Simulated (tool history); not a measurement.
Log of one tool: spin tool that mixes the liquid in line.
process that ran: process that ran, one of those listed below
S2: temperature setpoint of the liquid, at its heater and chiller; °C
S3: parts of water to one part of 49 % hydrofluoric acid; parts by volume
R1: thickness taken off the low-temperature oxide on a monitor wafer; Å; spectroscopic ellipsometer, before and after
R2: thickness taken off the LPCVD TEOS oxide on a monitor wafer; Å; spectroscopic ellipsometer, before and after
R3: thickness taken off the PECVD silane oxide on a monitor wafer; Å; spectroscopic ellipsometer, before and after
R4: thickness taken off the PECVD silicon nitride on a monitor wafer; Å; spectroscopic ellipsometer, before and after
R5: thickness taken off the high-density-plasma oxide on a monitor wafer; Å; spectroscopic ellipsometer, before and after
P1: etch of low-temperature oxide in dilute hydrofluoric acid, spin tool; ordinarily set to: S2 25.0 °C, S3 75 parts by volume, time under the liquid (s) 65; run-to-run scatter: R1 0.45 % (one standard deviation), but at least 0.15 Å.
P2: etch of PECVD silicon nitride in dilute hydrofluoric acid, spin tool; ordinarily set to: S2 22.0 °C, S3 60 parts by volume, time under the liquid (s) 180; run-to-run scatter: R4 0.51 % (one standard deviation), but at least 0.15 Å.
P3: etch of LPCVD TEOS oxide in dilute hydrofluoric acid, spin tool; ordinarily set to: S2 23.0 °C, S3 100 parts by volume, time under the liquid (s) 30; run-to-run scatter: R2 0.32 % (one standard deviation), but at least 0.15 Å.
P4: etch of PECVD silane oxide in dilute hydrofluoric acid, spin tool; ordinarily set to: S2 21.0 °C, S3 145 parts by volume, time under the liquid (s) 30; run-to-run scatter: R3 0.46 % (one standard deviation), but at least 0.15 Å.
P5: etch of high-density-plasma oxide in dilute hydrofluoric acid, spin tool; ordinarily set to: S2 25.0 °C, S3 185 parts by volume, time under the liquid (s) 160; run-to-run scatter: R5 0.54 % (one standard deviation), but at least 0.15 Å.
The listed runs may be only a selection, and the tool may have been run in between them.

Run 1, day 0.546: process that ran P1, S2 25.0 °C, S3 75 parts by volume, time under the liquid (s) 65. Result: R1 97.949 Å.
Run 2, day 1.175: process that ran P1, S2 21.0 °C, S3 75 parts by volume, time under the liquid (s) 65. Result: R1 83.860 Å.
Run 3, day 1.783: process that ran P3, S2 23.0 °C, S3 100 parts by volume, time under the liquid (s) 30. Result: R2 78.310 Å.
Run 4, day 2.233: process that ran P3, S2 23.0 °C, S3 155 parts by volume, time under the liquid (s) 30. Result: R2 47.033 Å.
Run 5, day 2.804: process that ran P4, S2 17.0 °C, S3 145 parts by volume, time under the liquid (s) 30. Result: R3 69.976 Å.
Run 6, day 3.300: process that ran P1, S2 25.0 °C, S3 75 parts by volume, time under the liquid (s) 65. Result: R1 98.304 Å.
Run 7, day 3.721: process that ran P1, S2 25.0 °C, S3 20 parts by volume, time under the liquid (s) 65. Result: R1 397.400 Å.
Run 8, day 4.046: process that ran P1, S2 25.0 °C, S3 75 parts by volume, time under the liquid (s) 30. Result: R1 45.376 Å.
Run 9, day 4.379: process that ran P3, S2 23.0 °C, S3 100 parts by volume, time under the liquid (s) 30. Result: R2 78.043 Å.
Run 10, day 4.862: process that ran P2, S2 22.0 °C, S3 60 parts by volume, time under the liquid (s) 180. Result: R4 43.929 Å.
Run 11, day 5.350: process that ran P1, S2 22.0 °C, S3 20 parts by volume, time under the liquid (s) 65. Result: R1 347.660 Å.
Run 12, day 5.871: process that ran P2, S2 22.0 °C, S3 20 parts by volume, time under the liquid (s) 180. Result: R4 126.580 Å.
Run 13, day 6.442: process that ran P1, S2 25.0 °C, S3 115 parts by volume, time under the liquid (s) 65. Result: R1 61.352 Å.
Run 14, day 6.983: process that ran P1, S2 31.0 °C, S3 75 parts by volume, time under the liquid (s) 15. Result: R1 28.617 Å.
Run 15, day 7.479: process that ran P4, S2 21.0 °C, S3 145 parts by volume, time under the liquid (s) 50. Result: R3 136.330 Å.
Run 16, day 7.988: process that ran P1, S2 25.0 °C, S3 75 parts by volume, time under the liquid (s) 65. Result: R1 98.387 Å.
Run 17, day 8.546: process that ran P5, S2 30.5 °C, S3 185 parts by volume, time under the liquid (s) 160. Result: R5 59.4420 Å.
Run 18, day 8.938: process that ran P1, S2 30.5 °C, S3 75 parts by volume, time under the liquid (s) 65. Result: R1 123.600 Å.
Run 19, day 9.442: process that ran P2, S2 28.0 °C, S3 60 parts by volume, time under the liquid (s) 180. Result: R4 64.935 Å.
Run 20, day 9.812: process that ran P5, S2 25.0 °C, S3 295 parts by volume, time under the liquid (s) 160. Result: R5 27.4190 Å.
Run 21, day 10.450: process that ran P3, S2 23.0 °C, S3 100 parts by volume, time under the liquid (s) 15. Result: R2 38.799 Å.
Run 22, day 11.125: process that ran P1, S2 30.0 °C, S3 30 parts by volume, time under the liquid (s) 65. Result: R1 324.170 Å.
Run 23, day 11.808: process that ran P4, S2 21.0 °C, S3 200 parts by volume, time under the liquid (s) 30. Result: R3 55.593 Å.
Run 24, day 12.338: process that ran P1, S2 25.0 °C, S3 75 parts by volume, time under the liquid (s) 110. Result: R1 166.310 Å.
Run 25, day 12.904: process that ran P3, S2 30.0 °C, S3 100 parts by volume, time under the liquid (s) 30. Result: R2 102.180 Å.
Run 26, day 13.479: process that ran P1, S2 25.0 °C, S3 75 parts by volume, time under the liquid (s) 65. Result: R1 98.676 Å.
Run 27, day 13.992: process that ran P4, S2 21.0 °C, S3 145 parts by volume, time under the liquid (s) 30. Result: R3 82.296 Å.
Run 28, day 14.367: process that ran P2, S2 22.0 °C, S3 60 parts by volume, time under the liquid (s) 310. Result: R4 75.368 Å.
Run 29, day 14.912: process that ran P5, S2 25.0 °C, S3 185 parts by volume, time under the liquid (s) 160. Result: R5 49.3450 Å.
Run 30, day 15.538: process that ran P5, S2 25.0 °C, S3 185 parts by volume, time under the liquid (s) 30. Result: R5 9.0721 Å.
Run 31, day 15.975: process that ran P1, S2 25.0 °C, S3 75 parts by volume, time under the liquid (s) 65. Result: R1 98.677 Å.
Run 32, day 16.446: process that ran P1, S2 25.0 °C, S3 75 parts by volume, time under the liquid (s) 65. Result: R1 99.963 Å.
Run 33, day 16.912: process that ran P1, S2 25.0 °C, S3 75 parts by volume, time under the liquid (s) 65. Result: R1 101.810 Å.
Run 34, day 17.217: process that ran P1, S2 25.0 °C, S3 75 parts by volume, time under the liquid (s) 65. Result: R1 101.630 Å.
Run 35, day 17.767: process that ran P1, S2 25.0 °C, S3 75 parts by volume, time under the liquid (s) 65. Result: R1 102.740 Å.
Run 36, day 18.212: process that ran P1, S2 25.0 °C, S3 75 parts by volume, time under the liquid (s) 65. Result: R1 102.870 Å.
Run 37, day 18.621: process that ran P1, S2 25.0 °C, S3 75 parts by volume, time under the liquid (s) 65. Result: R1 103.790 Å.
Run 38, day 19.150: process that ran P1, S2 25.0 °C, S3 75 parts by volume, time under the liquid (s) 65. Result: R1 103.650 Å.
Run 39, day 19.671: process that ran P1, S2 25.0 °C, S3 75 parts by volume, time under the liquid (s) 65. Result: R1 104.540 Å.
Run 40, day 20.158: process that ran P1, S2 25.0 °C, S3 75 parts by volume, time under the liquid (s) 65. Result: R1 104.150 Å.
Run 41, day 20.512: process that ran P1, S2 25.0 °C, S3 75 parts by volume, time under the liquid (s) 65. Result: R1 104.340 Å.
Run 42, day 20.925: process that ran P1, S2 25.0 °C, S3 75 parts by volume, time under the liquid (s) 65. Result: R1 103.950 Å.

Compared with where it was, what P1 gives has crept away. Each cause listed below fits the log as well as the rest, at the size given for it:
A: liquid hotter than its thermometer reads (K) = 1.43
B: hydrofluoric acid flow above the setpoint (%) = 5.33
The gradual shift began around day 15.975.

The check runs listed below each take one wafer, and their results are still question marks. Under which run would the listed causes lead to clearly different results?
Run check 1, day 21.338: process that ran P4, S2 21.0 °C, S3 145 parts by volume, time under the liquid (s) 30. Result: R3 ?.
Run check 2, day 21.338: process that ran P3, S2 23.0 °C, S3 100 parts by volume, time under the liquid (s) 30. Result: R2 ?.
Run check 3, day 21.338: process that ran P2, S2 22.0 °C, S3 60 parts by volume, time under the liquid (s) 180. Result: R4 ?.
Run check 4, day 21.338: process that ran P5, S2 25.0 °C, S3 185 parts by volume, time under the liquid (s) 160. Result: R5 ?.

Check results expected under each cause:
  check  result     if A     if B
check 1      R3   86.538   86.862
check 2      R2   82.612   82.713
check 3      R4   48.369   46.190
check 4      R5  51.8120  52.3360
Minimum pairwise separation of causes per check, each pair taken at its best-separating result: check 1 0.37 %; check 2 0.12 %; check 3 4.61 %; check 4 1.01 %
Check 3 is the one run that separates the causes; every other check would come out nearly the same whichever cause is at work.

Check 3 was then run and gave: R4 48.697 Å. Which cause is it?

It was cause A: liquid hotter than its thermometer reads (K).
